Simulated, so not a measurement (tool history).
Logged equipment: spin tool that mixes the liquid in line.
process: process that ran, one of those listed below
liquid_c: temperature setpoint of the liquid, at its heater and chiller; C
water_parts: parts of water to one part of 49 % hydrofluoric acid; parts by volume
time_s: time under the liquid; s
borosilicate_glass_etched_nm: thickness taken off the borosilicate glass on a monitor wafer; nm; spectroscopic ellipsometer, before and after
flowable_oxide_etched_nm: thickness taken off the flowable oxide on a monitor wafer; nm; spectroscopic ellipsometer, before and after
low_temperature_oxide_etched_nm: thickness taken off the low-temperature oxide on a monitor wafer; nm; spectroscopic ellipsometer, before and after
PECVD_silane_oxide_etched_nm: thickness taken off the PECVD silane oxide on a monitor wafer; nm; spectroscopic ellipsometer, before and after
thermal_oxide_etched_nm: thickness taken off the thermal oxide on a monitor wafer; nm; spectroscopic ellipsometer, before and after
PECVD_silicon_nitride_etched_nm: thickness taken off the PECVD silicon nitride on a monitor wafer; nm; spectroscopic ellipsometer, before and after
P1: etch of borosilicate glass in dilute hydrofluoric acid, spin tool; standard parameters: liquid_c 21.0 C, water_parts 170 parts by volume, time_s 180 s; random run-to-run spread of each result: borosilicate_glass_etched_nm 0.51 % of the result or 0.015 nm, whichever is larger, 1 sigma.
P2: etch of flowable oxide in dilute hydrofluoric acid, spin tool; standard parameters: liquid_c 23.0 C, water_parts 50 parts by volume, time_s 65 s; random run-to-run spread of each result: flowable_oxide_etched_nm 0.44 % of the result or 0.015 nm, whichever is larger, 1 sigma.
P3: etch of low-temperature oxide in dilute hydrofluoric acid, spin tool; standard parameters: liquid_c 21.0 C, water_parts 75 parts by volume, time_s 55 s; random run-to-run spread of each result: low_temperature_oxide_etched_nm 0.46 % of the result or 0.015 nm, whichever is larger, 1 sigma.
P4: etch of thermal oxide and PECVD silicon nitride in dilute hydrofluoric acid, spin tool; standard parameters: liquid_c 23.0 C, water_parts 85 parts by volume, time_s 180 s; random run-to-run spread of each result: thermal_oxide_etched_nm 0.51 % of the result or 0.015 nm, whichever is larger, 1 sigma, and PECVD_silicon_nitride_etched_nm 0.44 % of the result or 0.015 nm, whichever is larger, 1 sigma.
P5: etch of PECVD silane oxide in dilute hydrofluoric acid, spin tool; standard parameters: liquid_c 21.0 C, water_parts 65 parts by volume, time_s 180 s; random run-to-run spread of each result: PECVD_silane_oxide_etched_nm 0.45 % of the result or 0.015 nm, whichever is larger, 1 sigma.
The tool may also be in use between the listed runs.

run,hour,process,liquid_c,water_parts,time_s,hours since the thermometer was replaced,hours since the hydrofluoric acid flow meter was replaced,borosilicate_glass_etched_nm,flowable_oxide_etched_nm,low_temperature_oxide_etched_nm,PECVD_silane_oxide_etched_nm,thermal_oxide_etched_nm,PECVD_silicon_nitride_etched_nm
1,8.7,P1,21.0,170,180,354.9,791.7,14.8790,,,,,
2,15.1,P2,23.0,50,120,361.3,798.1,,67.321,,,,
3,19.5,P1,21.0,170,180,365.7,802.5,14.9070,,,,,
4,27.5,P2,23.0,50,65,373.7,810.5,,36.746,,,,
5,33.0,P3,21.0,75,25,379.2,816.0,,,5.0975,,,
6,39.1,P1,21.0,170,180,385.3,822.1,14.8280,,,,,
7,46.3,P1,17.0,170,180,392.5,829.3,12.6830,,,,,
8,53.9,P1,21.0,170,180,400.1,836.9,14.9890,,,,,
9,62.0,P2,19.0,50,65,408.2,845.0,,31.155,,,,
10,69.3,P3,17.0,75,55,415.5,852.3,,,9.4857,,,
11,78.8,P5,27.0,65,180,425.0,861.8,,,,48.876,,
12,87.0,P2,23.0,50,65,433.2,870.0,,36.838,,,,
13,93.9,P4,26.5,85,180,440.1,876.9,,,,,11.3770,7.5382
14,100.8,P4,23.0,85,355,447.0,883.8,,,,,19.3490,11.7460
# hour 101.1: hydrofluoric acid flow meter replaced
15,110.1,P1,21.0,170,180,456.3,9.0,15.0760,,,,,
16,116.9,P1,21.0,170,180,463.1,15.8,14.8220,,,,,
17,124.5,P3,21.0,75,55,470.7,23.4,,,11.2080,,,
18,129.5,P1,28.5,170,180,475.7,28.4,19.6220,,,,,
19,137.7,P1,21.0,170,360,483.9,36.6,29.9620,,,,,
20,145.7,P1,21.0,240,65,491.9,44.6,3.5538,,,,,
# hour 152.9: thermometer replaced
21,154.4,P1,21.0,100,180,1.5,53.3,27.1990,,,,,
22,160.6,P5,21.0,65,180,7.7,59.5,,,,37.955,,
23,168.7,P5,21.0,65,180,15.8,67.6,,,,38.330,,
24,177.8,P4,23.0,30,180,24.9,76.7,,,,,29.9170,16.5500
25,187.1,P5,21.0,110,180,34.2,86.0,,,,21.488,,
26,191.8,P4,23.0,85,180,38.9,90.7,,,,,9.8118,5.9560
27,199.4,P3,21.0,110,55,46.5,98.3,,,7.3892,,,
28,208.2,P5,21.0,65,360,55.3,107.1,,,,77.237,,
29,217.7,P2,23.0,90,65,64.8,116.6,,19.267,,,,
30,225.4,P1,21.0,255,270,72.5,124.3,13.7140,,,,,
31,231.4,P4,23.0,85,180,78.5,130.3,,,,,9.8244,5.9826
32,236.6,P1,21.0,170,15,83.7,135.5,1.2560,,,,,
33,244.0,P1,21.0,270,180,91.1,142.9,8.4714,,,,,
34,251.6,P1,21.0,170,180,98.7,150.5,14.9980,,,,,
35,259.5,P1,21.0,170,180,106.6,158.4,14.8720,,,,,
36,267.4,P1,21.0,170,180,114.5,166.3,15.4160,,,,,
37,274.2,P1,21.0,170,180,121.3,173.1,15.5980,,,,,
38,283.8,P1,21.0,170,180,130.9,182.7,15.7130,,,,,
39,288.4,P1,21.0,170,180,135.5,187.3,15.7770,,,,,
40,293.6,P1,21.0,170,180,140.7,192.5,15.9150,,,,,
41,298.6,P1,21.0,170,180,145.7,197.5,15.8870,,,,,
42,308.5,P1,21.0,170,180,155.6,207.4,15.9180,,,,,
43,315.8,P1,21.0,170,180,162.9,214.7,15.8700,,,,,
44,324.7,P1,21.0,170,180,171.8,223.6,16.0010,,,,,
45,334.2,P1,21.0,170,180,181.3,233.1,15.9850,,,,,
46,338.9,P1,21.0,170,180,186.0,237.8,16.0340,,,,,

What P1 gives has crept off from where it sat before. The 2 causes that follow fit the log equally well, each at the size noted:
A: liquid hotter than its thermometer reads (K) = 1.82
B: hydrofluoric acid flow above the setpoint (%) = 6.15
The onset of the drift is placed at about hour 259.5.

Listed below are the offered check runs, one wafer per run, with question marks in place of results. For which of them would the causes give clearly different outcomes?
check 1,343.6,P2,23.0,85,120,,,,?,,,,
check 2,343.6,P5,21.0,85,350,,,,,,?,,
check 3,343.6,P4,23.0,85,325,,,,,,,?,?
check 4,343.6,P3,18.0,105,55,,,,,?,,,

What each check would give under each cause:
check,result,if A,if B
check 1,flowable_oxide_etched_nm,40.949,40.652
check 2,PECVD_silane_oxide_etched_nm,60.090,59.561
check 3,thermal_oxide_etched_nm,19.0720,18.9340
check 3,PECVD_silicon_nitride_etched_nm,12.1640,11.4300
check 4,low_temperature_oxide_etched_nm,7.3956,7.3283
Distance between the nearest two causes, measured in the result of the check that separates them most: check 1 0.73 %; check 2 0.88 %; check 3 6.22 %; check 4 0.91 %
Check 3 distinguishes between the causes, while the remaining checks would return nearly the same result for all of them.

Check 3 was then run and gave: thermal_oxide_etched_nm 18.8540 nm; PECVD_silicon_nitride_etched_nm 11.4670 nm. Which cause is it?

Of the candidate causes, it is B: hydrofluoric acid flow above the setpoint (%).

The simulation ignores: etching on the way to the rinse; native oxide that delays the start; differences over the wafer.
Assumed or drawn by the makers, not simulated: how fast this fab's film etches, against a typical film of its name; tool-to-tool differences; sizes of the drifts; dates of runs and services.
